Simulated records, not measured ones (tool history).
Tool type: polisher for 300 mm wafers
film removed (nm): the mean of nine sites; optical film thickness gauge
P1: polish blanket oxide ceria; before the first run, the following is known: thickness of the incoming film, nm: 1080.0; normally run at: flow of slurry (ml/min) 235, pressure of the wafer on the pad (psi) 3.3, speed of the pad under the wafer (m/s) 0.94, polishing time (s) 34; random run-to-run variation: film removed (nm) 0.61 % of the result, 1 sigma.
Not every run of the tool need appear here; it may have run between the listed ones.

run  hour  flow of slurry (ml/min)  pressure of the wafer on the pad (psi)  speed of the pad under the wafer (m/s)  polishing time (s)  wafers polished on this pad  hours since the slurry nozzle was cleaned  hours since the head pressure was calibrated  film removed (nm)
  1   2.7                      235                                     3.3                                    0.94                  34                          899                                         47                                         222.9              123.6
  2   4.8                      235                                     3.3                                    0.94                  34                          923                                       49.1                                           225             123.06
  3   8.5                      235                                     2.2                                    0.44                  34                          964                                       52.8                                         228.7             38.585
  4  11.9                      235                                     1.7                                    0.94                  34                         1002                                       56.2                                         232.1             64.077
  5  15.7                      235                                     3.3                                    0.94                  34                         1045                                         60                                         235.9             123.22
  6  17.9                      235                                     3.3                                    0.94                  34                         1069                                       62.2                                         238.1             123.17
  7  21.4                      235                                     3.3                                    1.42                  34                         1109                                       65.7                                         241.6             184.66
  8  25.2                      235                                     4.9                                    0.94                  34                         1151                                       69.5                                         245.4             183.18
  9    28                      235                                     3.3                                    0.94                  34                         1182                                       72.3                                         248.2             122.42
 10  31.5                      235                                       2                                    0.62                  34                         1222                                       75.8                                         251.7             49.278
 11  34.5                      235                                     3.3                                    0.94                  18                         1255                                       78.8                                         254.7             64.833
 12  38.4                      235                                     3.3                                    0.94                  49                         1299                                       82.7                                         258.6                177
 13  41.8                      340                                     3.3                                    0.94                  34                         1337                                       86.1                                           262             128.48
 14  44.8                      140                                     3.3                                    0.94                  34                         1370                                       89.1                                           265             115.84
 15  47.1                      235                                     3.3                                     0.6                  34                         1396                                       91.4                                         267.3             78.631
 16  49.4                      235                                     3.3                                    0.94                  34                         1422                                       93.7                                         269.6             123.81
 17  52.9                      235                                     3.3                                    0.94                  34                         1461                                       97.2                                         273.1              120.8
 18  56.5                      235                                     3.3                                    0.94                  34                         1501                                      100.8                                         276.7             119.21
 19    60                      235                                     3.3                                    0.94                  34                         1540                                      104.3                                         280.2             118.95
 20  62.5                      235                                     3.3                                    0.94                  34                         1568                                      106.8                                         282.7                120
     65.4  -- head pressure recalibrated
 21  67.2                      235                                     3.3                                    0.94                  34                         1621                                      111.5                                           1.9                118
 22  71.5                      235                                     3.3                                    0.94                  34                         1669                                      115.8                                           6.2             118.25
 23  74.6                      235                                     3.3                                    0.94                  34                         1704                                      118.9                                           9.3             117.48
 24  78.9                      235                                     3.3                                    0.94                  34                         1752                                      123.2                                          13.6             117.66

P1 no longer gives what it gave before; its output has crept away from where it was. The following 2 causes, each at its listed size, fit the log equally well:
A: removal rate lost through wear of the pad, % = 4.78
B: slurry flow missing at the pad, % = 30.3
The process output started creeping at around hour 49.4.
Each remaining cause and why it is not a fit:
head's pressure below its setpoint, %: serviced after onset, at hour 65.4, with no recovery of the prior output

Below are 4 check runs, each averaged over 3 wafers, with their results shown as question marks. Which of them would give clearly different results depending on which cause is behind the drift?
check 1  83.2                      235                                     2.6                                    0.94                  22                                                                                                                                        ?
check 2  83.2                      235                                     3.3                                    1.28                  34                                                                                                                                        ?
check 3  83.2                      235                                     3.3                                     0.7                  34                                                                                                                                        ?
check 4  83.2                      140                                     3.3                                    0.94                  34                                                                                                                                        ?

If the cause were each of the candidates in turn, the checks would give the following:
  check             result    if A    if B
check 1  film removed (nm)  59.903  59.906
check 2  film removed (nm)     160  160.01
check 3  film removed (nm)  87.502  87.506
check 4  film removed (nm)  108.91  105.71
Separation of the two closest causes in each check, using whichever result separates them best: check 1 0.01 %; check 2 0.01 %; check 3 0.01 %; check 4 2.98 %
Only check 4 tells the causes apart: in the others they would give nearly the same result.

Check 4 was then run and gave: film removed (nm) 108.85. Which cause is it?

A is the cause: removal rate lost through wear of the pad, %.
